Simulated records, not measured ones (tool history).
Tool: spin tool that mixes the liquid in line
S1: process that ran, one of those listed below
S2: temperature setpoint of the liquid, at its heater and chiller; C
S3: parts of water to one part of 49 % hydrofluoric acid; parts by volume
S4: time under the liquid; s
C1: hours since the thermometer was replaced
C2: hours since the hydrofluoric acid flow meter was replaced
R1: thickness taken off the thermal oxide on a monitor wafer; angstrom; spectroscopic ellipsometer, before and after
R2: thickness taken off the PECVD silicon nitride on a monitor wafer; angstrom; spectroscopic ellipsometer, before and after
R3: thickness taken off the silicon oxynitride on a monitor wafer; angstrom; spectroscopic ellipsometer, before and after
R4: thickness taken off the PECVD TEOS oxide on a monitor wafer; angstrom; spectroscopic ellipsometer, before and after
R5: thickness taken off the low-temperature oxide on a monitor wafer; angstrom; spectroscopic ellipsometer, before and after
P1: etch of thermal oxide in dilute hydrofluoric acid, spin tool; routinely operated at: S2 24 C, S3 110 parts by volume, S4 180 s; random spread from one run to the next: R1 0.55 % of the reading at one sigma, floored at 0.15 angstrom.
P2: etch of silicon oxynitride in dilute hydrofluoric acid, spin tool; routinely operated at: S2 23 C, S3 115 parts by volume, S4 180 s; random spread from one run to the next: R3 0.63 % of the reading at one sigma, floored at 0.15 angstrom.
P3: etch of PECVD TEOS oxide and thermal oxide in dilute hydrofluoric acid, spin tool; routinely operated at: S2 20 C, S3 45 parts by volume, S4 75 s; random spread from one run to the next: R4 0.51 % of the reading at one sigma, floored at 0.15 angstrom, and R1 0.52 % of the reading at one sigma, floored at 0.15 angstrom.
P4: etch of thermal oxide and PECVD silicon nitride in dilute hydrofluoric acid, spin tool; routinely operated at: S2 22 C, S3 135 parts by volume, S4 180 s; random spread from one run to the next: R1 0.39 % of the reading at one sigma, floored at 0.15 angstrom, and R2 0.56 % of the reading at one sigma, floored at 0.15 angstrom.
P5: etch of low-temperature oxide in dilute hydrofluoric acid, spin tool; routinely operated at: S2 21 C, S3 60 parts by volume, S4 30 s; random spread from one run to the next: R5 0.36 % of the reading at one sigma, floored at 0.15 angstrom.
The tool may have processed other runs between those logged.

run,day,S1,S2,S3,S4,C1,C2,R1,R2,R3,R4,R5
1,0.288,P1,24,110,180,180,417.4,78.842,,,,
2,0.454,P4,25.5,135,180,184,421.4,62.027,76.686,,,
3,0.646,P1,24,200,180,188.6,426,39.291,,,,
4,0.925,P2,23,115,20,195.3,432.7,,,4.4212,,
5,1.158,P1,30,75,180,200.9,438.3,153.42,,,,
6,1.488,P4,22,195,180,208.8,446.2,35.108,42.726,,,
7,1.692,P2,23,190,180,213.7,451.1,,,22.893,,
8,1.908,P3,20,75,75,218.9,456.3,44.551,,,114.98,
9,2.088,P1,24,110,180,223.2,460.6,78.344,,,,
10,2.433,P2,23,115,180,231.5,468.9,,,39.851,,
11,2.608,P4,22,135,180,235.7,473.1,54.22,60.951,,,
12,2.929,P1,24,110,180,243.4,480.8,79.438,,,,
13,3.208,P3,20,45,75,250.1,487.5,76.29,,,198.04,
14,3.446,P1,31.5,110,180,255.8,493.2,104.44,,,,
15,3.7,P5,21,60,15,261.9,499.3,,,,,81.673
16,3.962,P4,22,135,90,268.2,505.6,27.351,30.706,,,
17,4.229,P5,28,60,30,274.6,512,,,,,218.34
18,4.571,P1,24,50,180,282.8,520.2,186.09,,,,
19,4.746,P1,24,110,180,287,524.4,78.238,,,,
20,5.075,P5,21,35,30,294.9,532.3,,,,,291.96
21,5.283,P1,24,110,180,299.9,537.3,78.831,,,,
22,5.629,P3,20,45,130,308.2,545.6,132.95,,,340.25,
23,5.875,P1,18,110,180,314.1,551.5,62.06,,,,
24,6.212,P5,21,60,30,322.2,559.6,,,,,163.54
25,6.542,P3,17,45,75,330.1,567.5,67.134,,,172.3,
26,6.708,P2,30.5,115,180,334.1,571.5,,,56.252,,
27,6.938,P1,24,110,280,339.6,577,122.96,,,,
28,7.133,P1,24,110,15,344.3,581.7,6.6038,,,,
29,7.483,P1,24,110,180,352.7,590.1,78.935,,,,
30,7.667,P1,24,110,180,357.1,594.5,76.723,,,,
31,7.925,P1,24,110,180,363.3,600.7,74.732,,,,
32,8.233,P1,24,110,180,370.7,608.1,74.124,,,,
33,8.425,P1,24,110,180,375.3,612.7,73.641,,,,
34,8.662,P1,24,110,180,381,618.4,73.489,,,,
35,8.883,P1,24,110,180,386.3,623.7,72.643,,,,
36,9.046,P1,24,110,180,390.2,627.6,72.493,,,,
37,9.371,P1,24,110,180,398,635.4,72.891,,,,

Something has made what P1 gives creep away from where it was; the 2 causes below, each at its own stated size, fit the log equally well:
A: hydrofluoric acid flow below the setpoint (%) = 6.92
B: liquid colder than its thermometer reads (K) = 2.06
The process output started creeping at around day 7.483.

Listed below are the offered check runs, one wafer per run, with question marks in place of results. For which of them would the causes give clearly different outcomes?
check 1,9.696,P2,28,115,20,,,,,?,,
check 2,9.696,P5,24.5,60,15,,,,,,,?
check 3,9.696,P3,20,65,120,,,?,,,?,
check 4,9.696,P4,22,190,180,,,?,?,,,

Check results expected under each cause:
check,result,if A,if B
check 1,R3,5.1291,5.0567
check 2,R5,87.649,87.047
check 3,R1,76.354,75.595
check 3,R4,197.9,195.93
check 4,R1,33.442,33.68
check 4,R2,40.872,38.334
Distance between the nearest two causes, measured in the result of the check that separates them most: check 1 1.42 %; check 2 0.69 %; check 3 1 %; check 4 6.41 %
Only check 4 tells the causes apart: in the others they would give nearly the same result.

With check 4 done, the readings were: R1 33.965 angstrom; R2 38.237 angstrom. Identify which of the listed causes applies.

The correct cause is B, namely: liquid colder than its thermometer reads (K).

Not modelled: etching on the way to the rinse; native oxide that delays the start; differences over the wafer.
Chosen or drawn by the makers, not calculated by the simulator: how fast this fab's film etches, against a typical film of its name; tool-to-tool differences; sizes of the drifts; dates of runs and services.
